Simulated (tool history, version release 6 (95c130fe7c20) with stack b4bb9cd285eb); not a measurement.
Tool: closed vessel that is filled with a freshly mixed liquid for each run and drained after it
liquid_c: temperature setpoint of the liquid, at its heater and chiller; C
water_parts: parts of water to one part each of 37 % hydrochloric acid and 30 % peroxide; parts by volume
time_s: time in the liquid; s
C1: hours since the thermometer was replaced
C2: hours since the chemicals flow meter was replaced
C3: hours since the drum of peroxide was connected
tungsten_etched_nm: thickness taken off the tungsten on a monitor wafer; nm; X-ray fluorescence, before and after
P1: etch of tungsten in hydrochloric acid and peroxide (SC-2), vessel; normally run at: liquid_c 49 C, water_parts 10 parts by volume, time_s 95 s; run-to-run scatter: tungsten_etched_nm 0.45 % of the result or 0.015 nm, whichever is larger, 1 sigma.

{"run": 1, "hour": 9.4, "liquid_c": 49, "water_parts": 10, "time_s": 95, "C1": 1158, "C2": 1408.2, "C3": 263.5, "tungsten_etched_nm": 17.883}
{"run": 2, "hour": 20.8, "liquid_c": 49, "water_parts": 10, "time_s": 180, "C1": 1169.4, "C2": 1419.6, "C3": 274.9, "tungsten_etched_nm": 34.12}
{"run": 3, "hour": 36.7, "liquid_c": 49, "water_parts": 10, "time_s": 95, "C1": 1185.3, "C2": 1435.5, "C3": 290.8, "tungsten_etched_nm": 17.838}
{"run": 4, "hour": 49.5, "liquid_c": 63.5, "water_parts": 14.5, "time_s": 95, "C1": 1198.1, "C2": 1448.3, "C3": 303.6, "tungsten_etched_nm": 33.139}
{"run": 5, "hour": 61.7, "liquid_c": 35, "water_parts": 10, "time_s": 95, "C1": 1210.3, "C2": 1460.5, "C3": 315.8, "tungsten_etched_nm": 6.6669}
{"run": 6, "hour": 78.6, "liquid_c": 49, "water_parts": 10, "time_s": 95, "C1": 1227.2, "C2": 1477.4, "C3": 332.7, "tungsten_etched_nm": 18.002}
{"run": 7, "hour": 97.3, "liquid_c": 49, "water_parts": 15.5, "time_s": 95, "C1": 1245.9, "C2": 1496.1, "C3": 351.4, "tungsten_etched_nm": 12.369}
{"run": 8, "hour": 106.4, "liquid_c": 49, "water_parts": 10, "time_s": 95, "C1": 1255, "C2": 1505.2, "C3": 360.5, "tungsten_etched_nm": 17.957}
{"run": 9, "hour": 124.3, "liquid_c": 64, "water_parts": 10, "time_s": 95, "C1": 1272.9, "C2": 1523.1, "C3": 378.4, "tungsten_etched_nm": 47.171}
{"run": 10, "hour": 135.2, "liquid_c": 49, "water_parts": 10, "time_s": 30, "C1": 1283.8, "C2": 1534, "C3": 389.3, "tungsten_etched_nm": 5.6965}
{"run": 11, "hour": 152.7, "liquid_c": 49, "water_parts": 4, "time_s": 95, "C1": 1301.3, "C2": 1551.5, "C3": 406.8, "tungsten_etched_nm": 35.69}
{"run": 12, "hour": 163.0, "liquid_c": 49, "water_parts": 10, "time_s": 95, "C1": 1311.6, "C2": 1561.8, "C3": 417.1, "tungsten_etched_nm": 17.846}
{"run": 13, "hour": 174.9, "liquid_c": 49, "water_parts": 10, "time_s": 95, "C1": 1323.5, "C2": 1573.7, "C3": 429, "tungsten_etched_nm": 18.572}

The next listed run, before its measurement:
{"run": 14, "hour": 188.2, "liquid_c": 49, "water_parts": 10, "time_s": 95, "C1": 1336.8, "C2": 1587, "C3": 442.3, "tungsten_etched_nm": "?"}

tungsten_etched_nm: 18.814 nm

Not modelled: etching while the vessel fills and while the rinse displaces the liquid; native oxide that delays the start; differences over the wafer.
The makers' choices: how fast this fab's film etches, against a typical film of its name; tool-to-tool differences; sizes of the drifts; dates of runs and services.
